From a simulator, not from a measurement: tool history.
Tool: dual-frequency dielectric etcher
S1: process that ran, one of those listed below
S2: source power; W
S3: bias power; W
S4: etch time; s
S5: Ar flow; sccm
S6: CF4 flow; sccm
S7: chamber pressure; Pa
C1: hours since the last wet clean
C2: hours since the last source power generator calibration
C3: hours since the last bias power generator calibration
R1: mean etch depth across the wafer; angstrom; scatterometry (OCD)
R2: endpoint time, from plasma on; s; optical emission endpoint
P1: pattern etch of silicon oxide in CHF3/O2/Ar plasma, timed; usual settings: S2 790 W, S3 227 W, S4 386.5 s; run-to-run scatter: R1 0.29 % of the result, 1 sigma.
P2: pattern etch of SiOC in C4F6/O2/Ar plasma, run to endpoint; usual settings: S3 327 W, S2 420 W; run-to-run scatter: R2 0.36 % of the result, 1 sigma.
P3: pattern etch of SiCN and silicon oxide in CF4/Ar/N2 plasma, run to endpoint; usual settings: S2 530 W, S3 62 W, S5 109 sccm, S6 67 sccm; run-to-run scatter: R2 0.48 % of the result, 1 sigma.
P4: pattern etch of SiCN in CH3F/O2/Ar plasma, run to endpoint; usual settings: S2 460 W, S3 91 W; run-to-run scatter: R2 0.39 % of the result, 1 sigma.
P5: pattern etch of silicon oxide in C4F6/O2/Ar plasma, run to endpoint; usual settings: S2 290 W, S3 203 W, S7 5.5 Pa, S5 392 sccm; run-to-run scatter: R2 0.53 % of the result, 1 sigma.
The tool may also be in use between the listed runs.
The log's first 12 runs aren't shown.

Run 13, hour 65.6: S1 P4, S2 460 W, S3 91 W; C1 137; C2 1175.9; C3 44.9. Result: R2 17.74 s.
Run 14, hour 69.9: S1 P1, S2 790 W, S3 227 W, S4 386.5 s; C1 141.3; C2 1180.2; C3 49.2. Result: R1 9096 angstrom.
Run 15, hour 76.5: S1 P1, S2 790 W, S3 227 W, S4 386.5 s; C1 147.9; C2 1186.8; C3 55.8. Result: R1 9081.4 angstrom.
Run 16, hour 80.5: S1 P5, S2 400 W, S3 203 W, S5 392 sccm, S7 5.5 Pa; C1 151.9; C2 1190.8; C3 59.8. Result: R2 14.471 s.
Run 17, hour 85.7: S1 P2, S2 560 W, S3 327 W; C1 157.1; C2 1196; C3 65. Result: R2 9.7353 s.
Run 18, hour 90.2: S1 P3, S2 530 W, S3 62 W, S5 109 sccm, S6 67 sccm; C1 161.6; C2 1200.5; C3 69.5. Result: R2 9.6865 s.
Run 19, hour 94.1: S1 P1, S2 950 W, S3 227 W, S4 255 s; C1 165.5; C2 1204.4; C3 73.4. Result: R1 6434.2 angstrom.
Run 20, hour 99.9: S1 P2, S2 420 W, S3 423 W; C1 171.3; C2 1210.2; C3 79.2. Result: R2 9.8445 s.
Run 21, hour 104.6: S1 P5, S2 290 W, S3 256 W, S5 392 sccm, S7 5.5 Pa; C1 176; C2 1214.9; C3 83.9. Result: R2 15.311 s.
Run 22, hour 109.1: S1 P4, S2 650 W, S3 91 W; C1 180.5; C2 1219.4; C3 88.4. Result: R2 15.734 s.
Run 23, hour 115.1: S1 P1, S2 790 W, S3 227 W, S4 295 s; C1 186.5; C2 1225.4; C3 94.4. Result: R1 6913.5 angstrom.
Run 24, hour 118.9: S1 P4, S2 460 W, S3 118 W; C1 190.3; C2 1229.2; C3 98.2. Result: R2 16.186 s.

The next listed run, before its measurement:
Run 25, hour 122.6: S1 P5, S2 290 W, S3 203 W, S5 392 sccm, S7 5.5 Pa; C1 194; C2 1232.9; C3 101.9. Result: R2 ?.

R2: 16.448 s

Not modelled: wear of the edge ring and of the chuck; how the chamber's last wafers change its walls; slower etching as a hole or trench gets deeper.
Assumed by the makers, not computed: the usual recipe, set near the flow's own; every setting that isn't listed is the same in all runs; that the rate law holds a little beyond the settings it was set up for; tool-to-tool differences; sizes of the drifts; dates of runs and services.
